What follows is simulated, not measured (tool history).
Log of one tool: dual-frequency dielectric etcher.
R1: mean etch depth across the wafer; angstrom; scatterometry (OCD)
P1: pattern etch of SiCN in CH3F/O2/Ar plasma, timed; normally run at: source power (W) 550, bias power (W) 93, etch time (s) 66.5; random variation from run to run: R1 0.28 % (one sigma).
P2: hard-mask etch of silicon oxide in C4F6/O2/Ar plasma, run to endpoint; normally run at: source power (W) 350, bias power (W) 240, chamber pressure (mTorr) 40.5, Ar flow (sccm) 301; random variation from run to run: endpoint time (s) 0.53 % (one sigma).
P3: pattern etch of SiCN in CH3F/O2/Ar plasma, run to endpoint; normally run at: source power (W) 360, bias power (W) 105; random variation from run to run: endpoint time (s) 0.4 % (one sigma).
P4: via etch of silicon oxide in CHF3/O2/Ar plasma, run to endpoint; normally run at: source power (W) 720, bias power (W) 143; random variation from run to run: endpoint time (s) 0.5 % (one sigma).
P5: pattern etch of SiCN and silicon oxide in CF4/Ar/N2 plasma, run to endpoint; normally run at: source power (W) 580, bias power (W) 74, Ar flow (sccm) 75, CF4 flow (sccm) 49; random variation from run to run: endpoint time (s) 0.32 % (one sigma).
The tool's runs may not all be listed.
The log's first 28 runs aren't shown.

{"run": 29, "day": 16.229, "process that ran": "P1", "source power (W)": 550, "bias power (W)": 93, "etch time (s)": 86.0, "R1": 392.14}
{"run": 30, "day": 16.671, "process that ran": "P5", "source power (W)": 580, "bias power (W)": 46, "Ar flow (sccm)": 75, "CF4 flow (sccm)": 49, "endpoint time (s)": 19.226}
{"run": 31, "day": 17.333, "process that ran": "P2", "source power (W)": 350, "bias power (W)": 240, "Ar flow (sccm)": 301, "chamber pressure (mTorr)": 40.5, "endpoint time (s)": 88.687}
{"run": 32, "day": 17.967, "process that ran": "P1", "source power (W)": 550, "bias power (W)": 93, "etch time (s)": 66.5, "R1": 302.27}
{"run": 33, "day": 18.6, "process that ran": "P1", "source power (W)": 550, "bias power (W)": 93, "etch time (s)": 66.5, "R1": 301.13}
{"run": 34, "day": 18.95, "process that ran": "P1", "source power (W)": 550, "bias power (W)": 93, "etch time (s)": 66.5, "R1": 300.65}
{"run": 35, "day": 19.617, "process that ran": "P1", "source power (W)": 550, "bias power (W)": 93, "etch time (s)": 66.5, "R1": 301.27}
{"run": 36, "day": 20.004, "process that ran": "P1", "source power (W)": 550, "bias power (W)": 93, "etch time (s)": 66.5, "R1": 300.9}
{"run": 37, "day": 20.429, "process that ran": "P1", "source power (W)": 550, "bias power (W)": 93, "etch time (s)": 66.5, "R1": 301.05}
{"run": 38, "day": 20.95, "process that ran": "P1", "source power (W)": 550, "bias power (W)": 93, "etch time (s)": 66.5, "R1": 299.6}
{"run": 39, "day": 21.617, "process that ran": "P1", "source power (W)": 550, "bias power (W)": 93, "etch time (s)": 66.5, "R1": 298.87}

Run 40 comes next. What will it give?
{"day": 21.654, "done": "wet clean of the chamber"}
{"run": 40, "day": 22.046, "process that ran": "P1", "source power (W)": 550, "bias power (W)": 93, "etch time (s)": 66.5, "R1": "?"}

Run 40 gave R1 298.87 angstrom.

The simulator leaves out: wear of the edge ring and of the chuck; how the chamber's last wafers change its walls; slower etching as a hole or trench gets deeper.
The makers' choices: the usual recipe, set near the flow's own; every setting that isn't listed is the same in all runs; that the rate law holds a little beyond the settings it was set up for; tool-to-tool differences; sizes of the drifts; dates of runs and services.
